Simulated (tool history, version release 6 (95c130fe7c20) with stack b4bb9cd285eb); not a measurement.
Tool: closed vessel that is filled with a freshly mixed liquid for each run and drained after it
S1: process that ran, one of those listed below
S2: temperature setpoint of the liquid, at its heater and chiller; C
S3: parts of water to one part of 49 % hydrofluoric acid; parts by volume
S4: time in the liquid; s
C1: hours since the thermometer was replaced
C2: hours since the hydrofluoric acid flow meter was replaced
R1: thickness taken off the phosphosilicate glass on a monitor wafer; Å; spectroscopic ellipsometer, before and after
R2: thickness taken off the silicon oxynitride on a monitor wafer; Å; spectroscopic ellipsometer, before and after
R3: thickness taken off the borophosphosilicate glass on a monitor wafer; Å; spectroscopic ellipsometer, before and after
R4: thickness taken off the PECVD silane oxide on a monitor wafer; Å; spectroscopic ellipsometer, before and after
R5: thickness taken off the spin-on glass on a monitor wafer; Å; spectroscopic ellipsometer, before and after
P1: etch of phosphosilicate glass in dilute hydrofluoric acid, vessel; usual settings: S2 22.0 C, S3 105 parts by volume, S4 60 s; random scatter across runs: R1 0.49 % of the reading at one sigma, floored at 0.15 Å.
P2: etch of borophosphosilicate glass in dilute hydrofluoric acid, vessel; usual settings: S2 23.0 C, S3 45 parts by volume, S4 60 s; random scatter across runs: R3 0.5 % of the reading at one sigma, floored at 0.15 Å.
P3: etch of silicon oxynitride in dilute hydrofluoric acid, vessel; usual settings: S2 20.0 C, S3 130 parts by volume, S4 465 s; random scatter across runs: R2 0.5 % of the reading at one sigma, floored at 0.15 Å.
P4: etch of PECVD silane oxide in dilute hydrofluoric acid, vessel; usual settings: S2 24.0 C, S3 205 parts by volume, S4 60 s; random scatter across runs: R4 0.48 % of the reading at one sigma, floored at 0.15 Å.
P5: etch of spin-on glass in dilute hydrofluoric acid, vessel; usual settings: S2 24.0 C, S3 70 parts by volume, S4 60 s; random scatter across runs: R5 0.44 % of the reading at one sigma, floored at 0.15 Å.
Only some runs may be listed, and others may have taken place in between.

run,hour,S1,S2,S3,S4,C1,C2,R1,R2,R3,R4,R5
1,8.9,P1,22.0,105,60,1077.5,1429.6,352.24,,,,
2,20.8,P3,20.0,130,865,1089.4,1441.5,,148.400,,,
3,27.1,P1,19.0,105,115,1095.7,1447.8,593.59,,,,
4,33.1,P1,22.0,105,105,1101.7,1453.8,618.91,,,,
5,39.4,P3,20.0,130,465,1108.0,1460.1,,80.024,,,
6,49.7,P2,23.0,45,60,1118.3,1470.4,,,430.56,,
7,55.9,P3,25.5,130,465,1124.5,1476.6,,102.980,,,
8,64.4,P1,22.0,105,60,1133.0,1485.1,348.75,,,,
9,70.7,P1,26.5,145,60,1139.3,1491.4,290.59,,,,
10,79.2,P1,22.0,105,60,1147.8,1499.9,352.06,,,,
11,85.7,P4,24.0,205,60,1154.3,1506.4,,,,69.375,
12,97.7,P1,22.0,105,60,1166.3,1518.4,349.90,,,,
13,104.3,P5,24.0,70,60,1172.9,1525.0,,,,,188.58
14,113.8,P4,30.5,205,60,1182.4,1534.5,,,,86.332,
15,122.6,P1,22.0,55,60,1191.2,1543.3,705.52,,,,
16,130.4,P1,26.5,105,60,1199.0,1551.1,419.60,,,,
17,136.0,P2,23.0,45,110,1204.6,1556.7,,,795.43,,
18,145.4,P4,24.0,205,30,1214.0,1566.1,,,,34.413,
# hour 154.1: thermometer replaced
19,154.8,P5,20.0,70,60,0.7,1575.5,,,,,159.73
20,162.6,P4,24.0,340,60,8.5,1583.3,,,,36.196,
21,170.0,P1,22.0,105,60,15.9,1590.7,350.04,,,,
22,181.6,P5,24.0,70,110,27.5,1602.3,,,,,342.57
23,191.5,P2,17.0,45,60,37.4,1612.2,,,338.11,,
24,199.8,P1,17.0,170,60,45.7,1620.5,165.89,,,,
25,209.4,P1,22.0,155,60,55.3,1630.1,223.08,,,,
26,219.3,P5,24.0,120,60,65.2,1640.0,,,,,103.90
27,228.4,P3,20.0,200,465,74.3,1649.1,,49.388,,,
28,235.7,P1,18.0,105,60,81.6,1656.4,297.10,,,,
29,244.9,P1,22.0,105,60,90.8,1665.6,350.89,,,,
30,251.8,P2,23.0,75,60,97.7,1672.5,,,251.34,,
31,263.9,P1,22.0,105,30,109.8,1684.6,175.45,,,,
32,276.0,P1,22.0,105,60,121.9,1696.7,352.56,,,,
33,284.8,P1,22.0,105,60,130.7,1705.5,339.66,,,,
34,291.4,P1,22.0,105,60,137.3,1712.1,336.32,,,,
35,296.8,P1,22.0,105,60,142.7,1717.5,333.07,,,,
36,307.6,P1,22.0,105,60,153.5,1728.3,327.12,,,,
37,314.4,P1,22.0,105,60,160.3,1735.1,325.61,,,,
38,324.8,P1,22.0,105,60,170.7,1745.5,322.32,,,,
39,334.7,P1,22.0,105,60,180.6,1755.4,323.64,,,,
40,343.5,P1,22.0,105,60,189.4,1764.2,320.34,,,,
41,350.5,P1,22.0,105,60,196.4,1771.2,320.64,,,,

What P1 gives has crept away from where it was. These 2 causes fit the log equally well, each at the size given:
A: hydrofluoric acid flow below the setpoint (%) = 7.65
B: liquid colder than its thermometer reads (K) = 2.21
The drift started at roughly hour 276.0.

Of the 4 check runs below, each run on 2 wafers with the results averaged and each result still a question mark, which one would tell the listed causes apart?
check 1,357.5,P3,25.0,180,465,,,,?,,,
check 2,357.5,P5,24.0,110,60,,,,,,,?
check 3,357.5,P4,30.5,260,60,,,,,,?,
check 4,357.5,P2,20.0,70,60,,,,,?,,

What every check run would give for each of its results, assuming each possible cause in turn:
check,result,if A,if B
check 1,R2,63.867,63.327
check 2,R5,104.06,104.34
check 3,R4,57.592,59.380
check 4,R3,218.09,216.55
Separation of the two closest causes in each check, using whichever result separates them best: check 1 0.85 %; check 2 0.27 %; check 3 3.06 %; check 4 0.71 %
Only check 3 tells the causes apart: in the others they would give nearly the same result.

With check 3 done, the readings were: R4 57.653 Å. Identify which of the listed causes applies.

It is A: hydrofluoric acid flow below the setpoint (%).
